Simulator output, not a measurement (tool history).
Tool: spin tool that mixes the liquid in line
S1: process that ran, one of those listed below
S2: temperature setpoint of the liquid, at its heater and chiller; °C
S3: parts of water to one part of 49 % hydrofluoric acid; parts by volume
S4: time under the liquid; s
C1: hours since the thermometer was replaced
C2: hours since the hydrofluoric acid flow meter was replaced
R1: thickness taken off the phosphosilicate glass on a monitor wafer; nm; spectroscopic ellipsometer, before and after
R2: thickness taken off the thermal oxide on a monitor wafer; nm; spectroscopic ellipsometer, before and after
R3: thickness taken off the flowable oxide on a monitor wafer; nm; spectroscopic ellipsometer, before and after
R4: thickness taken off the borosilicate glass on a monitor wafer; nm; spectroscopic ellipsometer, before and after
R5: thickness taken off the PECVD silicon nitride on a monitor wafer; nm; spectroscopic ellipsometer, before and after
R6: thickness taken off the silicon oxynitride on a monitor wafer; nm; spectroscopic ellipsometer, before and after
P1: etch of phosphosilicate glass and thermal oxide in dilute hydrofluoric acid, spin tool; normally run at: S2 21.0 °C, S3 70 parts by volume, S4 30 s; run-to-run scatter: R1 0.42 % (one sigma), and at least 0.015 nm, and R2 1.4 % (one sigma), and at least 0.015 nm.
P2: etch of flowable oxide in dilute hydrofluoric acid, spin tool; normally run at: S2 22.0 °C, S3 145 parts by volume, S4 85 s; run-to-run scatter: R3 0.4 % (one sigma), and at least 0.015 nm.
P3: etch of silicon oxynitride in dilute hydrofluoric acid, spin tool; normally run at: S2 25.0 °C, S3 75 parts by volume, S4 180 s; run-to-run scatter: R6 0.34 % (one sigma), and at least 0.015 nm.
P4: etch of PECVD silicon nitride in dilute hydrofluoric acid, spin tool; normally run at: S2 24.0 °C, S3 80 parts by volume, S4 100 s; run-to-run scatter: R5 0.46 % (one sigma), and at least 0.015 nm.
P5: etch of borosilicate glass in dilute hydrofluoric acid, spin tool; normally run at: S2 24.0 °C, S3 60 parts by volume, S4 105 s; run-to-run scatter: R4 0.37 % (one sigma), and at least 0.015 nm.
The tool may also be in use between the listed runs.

| run | day | S1 | S2 | S3 | S4 | C1 | C2 | R1 | R2 | R3 | R4 | R5 | R6 |
|---|---|---|---|---|---|---|---|---|---|---|---|---|---|
| 1 | 0.412 | P1 | 21.0 | 70 | 30 | 382.4 | 365.2 | 82.942 | 2.0407 |  |  |  |  |
| 2 | 0.958 | P2 | 22.0 | 30 | 85 | 395.5 | 378.3 |  |  | 84.955 |  |  |  |
| 3 | 1.558 | P1 | 21.0 | 35 | 30 | 409.9 | 392.7 | 173.380 | 4.3291 |  |  |  |  |
| 4 | 2.175 | P1 | 26.0 | 70 | 30 | 424.7 | 407.5 | 101.230 | 2.4806 |  |  |  |  |
| 5 | 2.725 | P5 | 24.0 | 25 | 105 | 437.9 | 420.7 |  |  |  | 122.2400 |  |  |
| 6 | 3.121 | P2 | 17.0 | 145 | 85 | 447.4 | 430.2 |  |  | 12.666 |  |  |  |
| 7 | 3.771 | P4 | 24.0 | 80 | 100 | 463.0 | 445.8 |  |  |  |  | 6.8230 |  |
| 8 | 4.183 | P5 | 31.0 | 60 | 105 | 472.9 | 455.7 |  |  |  | 64.4050 |  |  |
| 9 | 4.758 | P1 | 17.0 | 70 | 30 | 486.7 | 469.5 | 69.968 | 1.6661 |  |  |  |  |
| 10 | 5.179 | P4 | 24.0 | 130 | 100 | 496.8 | 479.6 |  |  |  |  | 4.2398 |  |
| 11 | 5.854 | P1 | 21.0 | 70 | 60 | 513.0 | 495.8 | 165.210 | 4.1203 |  |  |  |  |
| 12 | 6.192 | P1 | 21.0 | 70 | 30 | 521.1 | 503.9 | 82.586 | 2.0173 |  |  |  |  |
| 13 | 6.867 | P1 | 21.0 | 105 | 55 | 537.3 | 520.1 | 96.451 | 2.3809 |  |  |  |  |
| 14 | 7.504 | P5 | 24.0 | 60 | 105 | 552.6 | 535.4 |  |  |  | 48.9110 |  |  |
| 15 | 8.046 | P1 | 21.0 | 70 | 30 | 565.6 | 548.4 | 82.719 | 2.0334 |  |  |  |  |
| 16 | 8.562 | P3 | 25.0 | 75 | 295 | 578.0 | 560.8 |  |  |  |  |  | 13.3600 |
|  | 8.846 | thermometer replaced |
| 17 | 9.096 | P1 | 21.0 | 70 | 30 | 6.0 | 573.6 | 82.297 | 2.0316 |  |  |  |  |
|  | 9.150 | hydrofluoric acid flow meter replaced |
| 18 | 9.492 | P5 | 24.0 | 60 | 105 | 15.5 | 8.3 |  |  |  | 48.7010 |  |  |
| 19 | 10.025 | P2 | 22.0 | 145 | 85 | 28.3 | 21.1 |  |  | 15.245 |  |  |  |
| 20 | 10.375 | P4 | 32.0 | 80 | 100 | 36.7 | 29.5 |  |  |  |  | 11.3220 |  |
| 21 | 11.075 | P3 | 25.0 | 75 | 180 | 53.5 | 46.3 |  |  |  |  |  | 8.1855 |
| 22 | 11.567 | P4 | 24.0 | 80 | 160 | 65.3 | 58.1 |  |  |  |  | 10.8150 |  |
| 23 | 12.092 | P3 | 25.0 | 140 | 180 | 77.9 | 70.7 |  |  |  |  |  | 4.1318 |
| 24 | 12.762 | P2 | 22.0 | 145 | 85 | 94.0 | 86.8 |  |  | 15.344 |  |  |  |
| 25 | 13.267 | P3 | 29.5 | 75 | 180 | 106.1 | 98.9 |  |  |  |  |  | 10.1530 |
| 26 | 13.654 | P5 | 24.0 | 60 | 20 | 115.4 | 108.2 |  |  |  | 9.2513 |  |  |
| 27 | 14.079 | P1 | 21.0 | 125 | 30 | 125.6 | 118.4 | 43.349 | 1.0790 |  |  |  |  |
| 28 | 14.692 | P1 | 21.0 | 70 | 15 | 140.3 | 133.1 | 41.407 | 1.0116 |  |  |  |  |
| 29 | 15.321 | P1 | 21.0 | 70 | 30 | 155.4 | 148.2 | 82.723 | 2.0289 |  |  |  |  |
| 30 | 15.858 | P2 | 22.0 | 145 | 160 | 168.3 | 161.1 |  |  | 28.865 |  |  |  |
| 31 | 16.200 | P1 | 21.0 | 70 | 30 | 176.5 | 169.3 | 82.844 | 2.0075 |  |  |  |  |
| 32 | 16.733 | P1 | 21.0 | 70 | 30 | 189.3 | 182.1 | 80.674 | 1.9686 |  |  |  |  |
| 33 | 17.296 | P1 | 21.0 | 70 | 30 | 202.8 | 195.6 | 79.115 | 1.9464 |  |  |  |  |
| 34 | 17.704 | P1 | 21.0 | 70 | 30 | 212.6 | 205.4 | 78.782 | 1.9190 |  |  |  |  |
| 35 | 18.225 | P1 | 21.0 | 70 | 30 | 225.1 | 217.9 | 78.387 | 1.9407 |  |  |  |  |
| 36 | 18.921 | P1 | 21.0 | 70 | 30 | 241.8 | 234.6 | 77.504 | 1.8735 |  |  |  |  |
| 37 | 19.462 | P1 | 21.0 | 70 | 30 | 254.8 | 247.6 | 77.346 | 1.8853 |  |  |  |  |
| 38 | 19.938 | P1 | 21.0 | 70 | 30 | 266.2 | 259.0 | 77.954 | 1.9069 |  |  |  |  |
| 39 | 20.458 | P1 | 21.0 | 70 | 30 | 278.7 | 271.5 | 77.276 | 1.9145 |  |  |  |  |
| 40 | 21.121 | P1 | 21.0 | 70 | 30 | 294.6 | 287.4 | 77.240 | 1.9163 |  |  |  |  |
| 41 | 21.762 | P1 | 21.0 | 70 | 30 | 310.0 | 302.8 | 76.761 | 1.9236 |  |  |  |  |
| 42 | 22.125 | P1 | 21.0 | 70 | 30 | 318.7 | 311.5 | 76.549 | 1.8562 |  |  |  |  |

What P1 gives has crept away from where it was. These 2 causes fit the log equally well, each at the size given:
A: liquid colder than its thermometer reads (K) = 1.7
B: hydrofluoric acid flow below the setpoint (%) = 6.32
The creep began at about day 16.200.

4 check runs are offered, one wafer each, their results left as question marks. Which one tells the causes apart?
| check 1 | 22.488 | P5 | 28.5 | 60 | 105 |  |  |  |  |  | ? |  |  |
| check 2 | 22.488 | P3 | 25.0 | 120 | 285 |  |  |  |  |  |  |  | ? |
| check 3 | 22.488 | P4 | 28.0 | 80 | 155 |  |  |  |  |  |  | ? |  |
| check 4 | 22.488 | P2 | 17.0 | 40 | 85 |  |  |  |  | ? |  |  |  |

What each check would give under each cause:
| check | result | if A | if B |
|---|---|---|---|
| check 1 | R4 | 54.5440 | 54.3350 |
| check 2 | R6 | 7.1991 | 7.2505 |
| check 3 | R5 | 12.3060 | 12.8750 |
| check 4 | R3 | 47.122 | 47.431 |
How far apart the two closest causes lie, in the result that separates them most: check 1 0.38 %; check 2 0.71 %; check 3 4.52 %; check 4 0.66 %
Check 3 tells the causes apart: in the others they would give nearly the same result.

Then check 3 was run and gave: R5 12.7680 nm. Which cause is it?

It is B: hydrofluoric acid flow below the setpoint (%).
